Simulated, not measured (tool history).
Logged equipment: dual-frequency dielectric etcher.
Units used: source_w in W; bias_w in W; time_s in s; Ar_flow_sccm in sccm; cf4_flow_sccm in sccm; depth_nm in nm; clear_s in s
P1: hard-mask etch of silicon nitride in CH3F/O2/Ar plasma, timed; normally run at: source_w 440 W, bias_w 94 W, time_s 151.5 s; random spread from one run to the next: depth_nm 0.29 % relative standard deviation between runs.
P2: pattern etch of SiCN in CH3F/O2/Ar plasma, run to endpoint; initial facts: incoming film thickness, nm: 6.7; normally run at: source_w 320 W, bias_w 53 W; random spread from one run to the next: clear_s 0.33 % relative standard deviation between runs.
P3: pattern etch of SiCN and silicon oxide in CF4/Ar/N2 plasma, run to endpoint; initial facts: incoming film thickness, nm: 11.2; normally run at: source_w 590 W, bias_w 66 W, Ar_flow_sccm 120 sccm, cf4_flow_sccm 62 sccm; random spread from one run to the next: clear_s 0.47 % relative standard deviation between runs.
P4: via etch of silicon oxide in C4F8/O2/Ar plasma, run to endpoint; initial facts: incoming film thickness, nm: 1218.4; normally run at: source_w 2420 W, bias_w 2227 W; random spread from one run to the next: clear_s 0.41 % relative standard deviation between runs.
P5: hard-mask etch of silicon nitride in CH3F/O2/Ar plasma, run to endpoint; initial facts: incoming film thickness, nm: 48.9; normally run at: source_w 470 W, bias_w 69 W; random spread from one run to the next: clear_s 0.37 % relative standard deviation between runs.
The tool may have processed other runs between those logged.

run,hour,process,source_w,bias_w,time_s,Ar_flow_sccm,cf4_flow_sccm,depth_nm,clear_s
1,4,P1,440,94,151.5,,,120.11,
2,9.4,P2,450,53,,,,,19.095
3,15.7,P4,2420,1535,,,,,242.3
4,21.1,P1,440,94,151.5,,,119.93,
5,25.1,P1,440,94,105,,,83.104,
6,28.6,P3,590,87,,120,62,,9.9709
7,32.1,P5,650,69,,,,,59.927
8,37.6,P1,440,94,151.5,,,119.79,
9,42.7,P1,440,64,151.5,,,104.95,
10,47.8,P4,1700,2227,,,,,252.09
11,54,P3,350,66,,120,62,,17.335
12,57.1,P3,590,66,,120,62,,10.959
13,62.8,P5,470,41,,,,,79.212
14,67.1,P1,440,94,151.5,,,119.83,
15,69.8,P1,440,127,151.5,,,134.11,
16,75.4,P4,2420,2227,,,,,221.06
17,80.2,P1,330,58,151.5,,,90.981,
18,85,P2,320,53,,,,,21.774
19,89,P1,360,59,151.5,,,95.199,
20,95.3,P2,320,32,,,,,25.593
21,99.3,P3,590,66,,158,62,,11.551
22,104.8,P1,510,94,211,,,176.46,
23,110.9,P3,590,66,,120,87,,10.406
24,114,P5,470,69,,,,,67.808
25,117.9,P1,440,94,151.5,,,119.42,
26,120.7,P2,320,53,,,,,21.827
27,126,P1,520,94,151.5,,,127.64,
28,129.5,P1,440,94,213,,,169.72,
29,133.2,P1,440,94,151.5,,,119.63,
30,136.2,P4,2420,2227,,,,,219.66
31,140.8,P1,300,94,151.5,,,104.1,
32,145.5,P1,440,94,151.5,,,119.73,
33,150.3,P1,440,94,151.5,,,121,
34,156.5,P1,440,94,151.5,,,120.77,
35,160.4,P1,440,94,151.5,,,122.23,
36,163.9,P1,440,94,151.5,,,121.79,
# hour 164.3: wet clean of the chamber
37,169.2,P1,440,94,151.5,,,121.57,
38,172.3,P1,440,94,151.5,,,121.28,

The log shows P1 creeping away from where it was. Any of the 2 causes listed here, at the size stated for it, fits the log just as well as the others:
A: source power that arrives over what is set, % = 3.96
B: bias power that arrives over what is set, % = 4.1
At approximately hour 145.5, the process output began to creep.
Excluded causes, each with its reason:
chamber walls in a state that raises the etch rate, %: serviced at hour 164.3, which brought nothing back

Which of the 4 check runs listed below, each an average over 3 wafers with its results shown as question marks, gives clearly different results under the different listed causes?
check 1,175.4,P5,630,69,,,,,?
check 2,175.4,P4,1750,1884,,,,,?
check 3,175.4,P2,420,37,,,,,?
check 4,175.4,P3,590,66,,120,72,,?

If the cause were each of the candidates in turn, the checks would give the following:
check,result,if A,if B
check 1,clear_s,59.453,59.557
check 2,clear_s,256.77,257.8
check 3,clear_s,21.574,21.649
check 4,clear_s,10.333,10.552
Separation of the two closest causes in each check, using whichever result separates them best: check 1 0.18 %; check 2 0.4 %; check 3 0.34 %; check 4 2.09 %
Of the check runs offered, only check 4 discriminates between the causes; the rest would read about the same regardless of which cause applies.

Running check 4 produced the following: clear_s 10.532 s. Which one of the listed causes fits?

The correct cause is B, namely: bias power that arrives over what is set, %.

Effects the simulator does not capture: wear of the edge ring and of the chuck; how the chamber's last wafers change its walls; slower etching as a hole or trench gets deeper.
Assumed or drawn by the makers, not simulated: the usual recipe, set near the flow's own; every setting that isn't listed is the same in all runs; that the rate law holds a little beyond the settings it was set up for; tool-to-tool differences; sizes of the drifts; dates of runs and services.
